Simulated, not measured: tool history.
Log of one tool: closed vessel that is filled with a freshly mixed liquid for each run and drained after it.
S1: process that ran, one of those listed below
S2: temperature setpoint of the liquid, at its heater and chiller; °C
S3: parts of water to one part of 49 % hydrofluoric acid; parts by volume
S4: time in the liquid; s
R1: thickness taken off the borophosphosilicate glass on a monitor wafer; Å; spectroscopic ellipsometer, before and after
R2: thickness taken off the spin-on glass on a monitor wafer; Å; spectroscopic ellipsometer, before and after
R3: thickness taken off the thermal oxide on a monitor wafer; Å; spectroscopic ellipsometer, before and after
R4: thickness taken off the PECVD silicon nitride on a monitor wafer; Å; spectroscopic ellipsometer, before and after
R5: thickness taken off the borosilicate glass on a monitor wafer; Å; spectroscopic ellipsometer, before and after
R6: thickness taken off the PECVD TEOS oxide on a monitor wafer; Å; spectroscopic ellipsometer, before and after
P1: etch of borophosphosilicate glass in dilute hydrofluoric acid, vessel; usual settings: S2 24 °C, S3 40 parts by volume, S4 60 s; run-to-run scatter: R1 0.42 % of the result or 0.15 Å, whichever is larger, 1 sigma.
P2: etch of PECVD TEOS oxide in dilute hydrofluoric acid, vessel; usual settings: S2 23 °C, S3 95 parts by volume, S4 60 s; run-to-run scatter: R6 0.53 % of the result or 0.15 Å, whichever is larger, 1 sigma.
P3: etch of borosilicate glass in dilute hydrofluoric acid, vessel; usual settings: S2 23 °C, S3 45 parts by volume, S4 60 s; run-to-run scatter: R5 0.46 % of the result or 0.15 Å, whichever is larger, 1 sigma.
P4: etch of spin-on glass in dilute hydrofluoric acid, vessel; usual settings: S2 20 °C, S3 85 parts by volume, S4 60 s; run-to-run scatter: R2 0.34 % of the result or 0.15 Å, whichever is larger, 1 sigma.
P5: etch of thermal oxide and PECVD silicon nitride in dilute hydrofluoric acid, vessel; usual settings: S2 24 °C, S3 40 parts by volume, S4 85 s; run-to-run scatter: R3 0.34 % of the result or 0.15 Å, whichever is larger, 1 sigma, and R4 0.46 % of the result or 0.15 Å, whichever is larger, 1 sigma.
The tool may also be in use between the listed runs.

run,hour,S1,S2,S3,S4,R1,R2,R3,R4,R5,R6
1,11.4,P1,24,40,60,1033.8,,,,,
2,22.6,P1,24,20,60,2114,,,,,
3,33,P1,28.5,40,60,1237.7,,,,,
4,44.9,P1,24,20,30,1062.2,,,,,
5,53.8,P4,20,135,60,,207.31,,,,
6,63.4,P5,24,40,85,,,106.75,43.883,,
7,75.1,P4,20,85,60,,346.45,,,,
8,83.6,P3,18.5,45,60,,,,,641.22,
9,94.9,P3,23,45,30,,,,,384.41,
10,101,P4,17,85,60,,307.2,,,,
# hour 105.5: hydrofluoric acid flow meter replaced
11,110.3,P1,24,40,105,1796.4,,,,,
12,121.8,P1,24,40,60,1033.5,,,,,
13,128.7,P1,18.5,40,60,816.67,,,,,
14,140.5,P5,24,40,35,,,43.626,17.93,,
# hour 146.8: thermometer replaced
15,151.6,P2,23,95,110,,,,,,311.47
16,160.5,P2,23,160,60,,,,,,94.568
17,170.7,P1,24,40,30,515.06,,,,,
18,176.6,P3,23,70,60,,,,,482.27,
19,184.8,P2,23,95,60,,,,,,170.22
20,195.6,P2,17,95,60,,,,,,131.77
21,203.6,P1,24,40,60,1030.9,,,,,

Run 22 comes next. What will it give?
22,215.1,P2,23,95,60,,,,,,?

Run 22 gave R6 171.98 Å.
